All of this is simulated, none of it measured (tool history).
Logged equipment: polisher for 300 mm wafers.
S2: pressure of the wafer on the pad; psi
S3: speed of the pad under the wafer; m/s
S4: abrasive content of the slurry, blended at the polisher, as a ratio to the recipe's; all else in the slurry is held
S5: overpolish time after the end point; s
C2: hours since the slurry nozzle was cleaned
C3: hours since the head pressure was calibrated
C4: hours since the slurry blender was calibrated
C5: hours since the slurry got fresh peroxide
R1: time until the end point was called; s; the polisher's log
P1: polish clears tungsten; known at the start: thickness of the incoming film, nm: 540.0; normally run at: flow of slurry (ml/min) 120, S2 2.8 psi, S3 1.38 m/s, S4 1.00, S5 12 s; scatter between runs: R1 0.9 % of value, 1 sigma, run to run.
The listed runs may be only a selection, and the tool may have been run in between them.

run 1 hour=16.8 | flow_of_slurry_(ml/min)=120 S2=2.8 S3=1.38 S4=1.00 S5=12 | wafers_polished_on_this_pad=611 C2=191.3 C3=363.3 C4=178.0 C5=35.5 | R1=115.580
run 2 hour=32.8 | flow_of_slurry_(ml/min)=120 S2=2.8 S3=1.38 S4=1.00 S5=12 | wafers_polished_on_this_pad=750 C2=207.3 C3=379.3 C4=194.0 C5=51.5 | R1=115.560
run 3 hour=48.9 | flow_of_slurry_(ml/min)=70 S2=2.8 S3=1.38 S4=1.00 S5=12 | wafers_polished_on_this_pad=891 C2=223.4 C3=395.4 C4=210.1 C5=67.6 | R1=134.060
run 4 hour=62.1 | flow_of_slurry_(ml/min)=120 S2=2.8 S3=1.38 S4=1.00 S5=12 | wafers_polished_on_this_pad=1005 C2=236.6 C3=408.6 C4=223.3 C5=80.8 | R1=113.620
run 5 hour=76.8 | flow_of_slurry_(ml/min)=120 S2=4.0 S3=1.38 S4=1.00 S5=12 | wafers_polished_on_this_pad=1133 C2=251.3 C3=423.3 C4=238.0 C5=95.5 | R1=80.132
run 6 hour=85.8 | flow_of_slurry_(ml/min)=120 S2=2.8 S3=1.38 S4=1.00 S5=4 | wafers_polished_on_this_pad=1212 C2=260.3 C3=432.3 C4=247.0 C5=104.5 | R1=114.720
run 7 hour=97.6 | flow_of_slurry_(ml/min)=175 S2=2.8 S3=1.38 S4=1.00 S5=12 | wafers_polished_on_this_pad=1314 C2=272.1 C3=444.1 C4=258.8 C5=116.3 | R1=107.400
run 8 hour=116.2 | flow_of_slurry_(ml/min)=120 S2=2.8 S3=1.38 S4=1.40 S5=12 | wafers_polished_on_this_pad=1476 C2=290.7 C3=462.7 C4=277.4 C5=134.9 | R1=105.440
run 9 hour=130.0 | flow_of_slurry_(ml/min)=120 S2=2.8 S3=1.38 S4=1.00 S5=12 | wafers_polished_on_this_pad=1596 C2=304.5 C3=476.5 C4=291.2 C5=148.7 | R1=116.430
run 10 hour=145.8 | flow_of_slurry_(ml/min)=120 S2=2.8 S3=1.38 S4=1.00 S5=23 | wafers_polished_on_this_pad=1734 C2=320.3 C3=492.3 C4=307.0 C5=164.5 | R1=114.590
run 11 hour=161.0 | flow_of_slurry_(ml/min)=120 S2=2.8 S3=1.38 S4=1.00 S5=12 | wafers_polished_on_this_pad=1866 C2=335.5 C3=507.5 C4=322.2 C5=179.7 | R1=114.830
run 12 hour=174.6 | flow_of_slurry_(ml/min)=120 S2=2.8 S3=1.84 S4=1.00 S5=12 | wafers_polished_on_this_pad=1984 C2=349.1 C3=521.1 C4=335.8 C5=193.3 | R1=86.277
run 13 hour=186.3 | flow_of_slurry_(ml/min)=120 S2=1.3 S3=1.38 S4=1.00 S5=12 | wafers_polished_on_this_pad=2086 C2=360.8 C3=532.8 C4=347.5 C5=205.0 | R1=248.610
run 14 hour=202.4 | flow_of_slurry_(ml/min)=120 S2=3.5 S3=1.38 S4=1.00 S5=18 | wafers_polished_on_this_pad=2226 C2=376.9 C3=548.9 C4=363.6 C5=221.1 | R1=93.029
run 15 hour=211.4 | flow_of_slurry_(ml/min)=120 S2=2.8 S3=1.38 S4=0.55 S5=12 | wafers_polished_on_this_pad=2304 C2=385.9 C3=557.9 C4=372.6 C5=230.1 | R1=131.200
run 16 hour=219.7 | flow_of_slurry_(ml/min)=120 S2=2.8 S3=0.86 S4=1.00 S5=12 | wafers_polished_on_this_pad=2377 C2=394.2 C3=566.2 C4=380.9 C5=238.4 | R1=185.760
run 17 hour=236.9 | flow_of_slurry_(ml/min)=175 S2=2.8 S3=1.84 S4=1.00 S5=12 | wafers_polished_on_this_pad=2526 C2=411.4 C3=583.4 C4=398.1 C5=255.6 | R1=80.405
run 18 hour=253.9 | flow_of_slurry_(ml/min)=120 S2=2.8 S3=1.38 S4=1.00 S5=12 | wafers_polished_on_this_pad=2674 C2=428.4 C3=600.4 C4=415.1 C5=272.6 | R1=113.820
run 19 hour=266.5 | flow_of_slurry_(ml/min)=120 S2=2.8 S3=1.38 S4=1.00 S5=12 | wafers_polished_on_this_pad=2784 C2=441.0 C3=613.0 C4=427.7 C5=285.2 | R1=117.970
run 20 hour=275.7 | flow_of_slurry_(ml/min)=120 S2=2.8 S3=1.38 S4=1.00 S5=12 | wafers_polished_on_this_pad=2864 C2=450.2 C3=622.2 C4=436.9 C5=294.4 | R1=122.250
run 21 hour=286.7 | flow_of_slurry_(ml/min)=120 S2=2.8 S3=1.38 S4=1.00 S5=12 | wafers_polished_on_this_pad=2960 C2=461.2 C3=633.2 C4=447.9 C5=305.4 | R1=122.820
-- hour=289.6 slurry tank refilled with fresh slurry and peroxide
-- hour=297.3 head pressure recalibrated
run 22 hour=297.5 | flow_of_slurry_(ml/min)=120 S2=2.8 S3=1.38 S4=1.00 S5=12 | wafers_polished_on_this_pad=3054 C2=472.0 C3=0.3 C4=458.7 C5=8.0 | R1=122.660
-- hour=315.2 slurry blender recalibrated
run 23 hour=315.7 | flow_of_slurry_(ml/min)=120 S2=2.8 S3=1.38 S4=1.00 S5=12 | wafers_polished_on_this_pad=3212 C2=490.2 C3=18.5 C4=0.5 C5=26.2 | R1=126.190
run 24 hour=332.0 | flow_of_slurry_(ml/min)=120 S2=2.8 S3=1.38 S4=1.00 S5=12 | wafers_polished_on_this_pad=3354 C2=506.5 C3=34.8 C4=16.8 C5=42.5 | R1=125.840
run 25 hour=349.6 | flow_of_slurry_(ml/min)=120 S2=2.8 S3=1.38 S4=1.00 S5=12 | wafers_polished_on_this_pad=3507 C2=524.1 C3=52.4 C4=34.4 C5=60.1 | R1=127.060

P1 no longer gives what it gave before; its output has crept away from where it was. The following 2 causes, each at its listed size, fit the log equally well:
A: removal rate lost through wear of the pad, % = 9.87
B: slurry flow missing at the pad, % = 33.6
At approximately hour 253.9, the process output began to creep.
Each remaining cause and why it is not a fit:
head's pressure below its setpoint, %: its service at hour 297.3 followed the start of the drift and did not put the process back to its old value
abrasive missing from the slurry, %: its service at hour 315.2 followed the start of the drift and did not put the process back to its old value
peroxide lost from the slurry, %: its service at hour 289.6 followed the start of the drift and did not put the process back to its old value

Of the 4 check runs below, each run on 5 wafers with the results averaged and each result still a question mark, which one would tell the listed causes apart?
run check 1 hour=367.2 | flow_of_slurry_(ml/min)=120 S2=2.8 S3=1.38 S4=0.75 S5=6 | R1=?
run check 2 hour=367.2 | flow_of_slurry_(ml/min)=120 S2=2.8 S3=1.38 S4=0.80 S5=4 | R1=?
run check 3 hour=367.2 | flow_of_slurry_(ml/min)=120 S2=2.8 S3=1.38 S4=0.55 S5=23 | R1=?
run check 4 hour=367.2 | flow_of_slurry_(ml/min)=85 S2=1.9 S3=1.38 S4=1.00 S5=12 | R1=?

What every check run would give for each of its results, assuming each possible cause in turn:
check=check_1 result=R1 if_A=136.300 if_B=136.300
check=check_2 result=R1 if_A=134.290 if_B=134.290
check=check_3 result=R1 if_A=146.200 if_B=146.200
check=check_4 result=R1 if_A=204.480 if_B=211.890
Distance between the nearest two causes, measured in the result of the check that separates them most: check 1 0 %; check 2 0 %; check 3 0 %; check 4 3.56 %
Check 4 is the one run that separates the causes; every other check would come out nearly the same whichever cause is at work.

Check 4 was carried out, with these results: R1 212.940 s. Which of the listed causes is responsible?

Of the candidate causes, it is B: slurry flow missing at the pad, %.
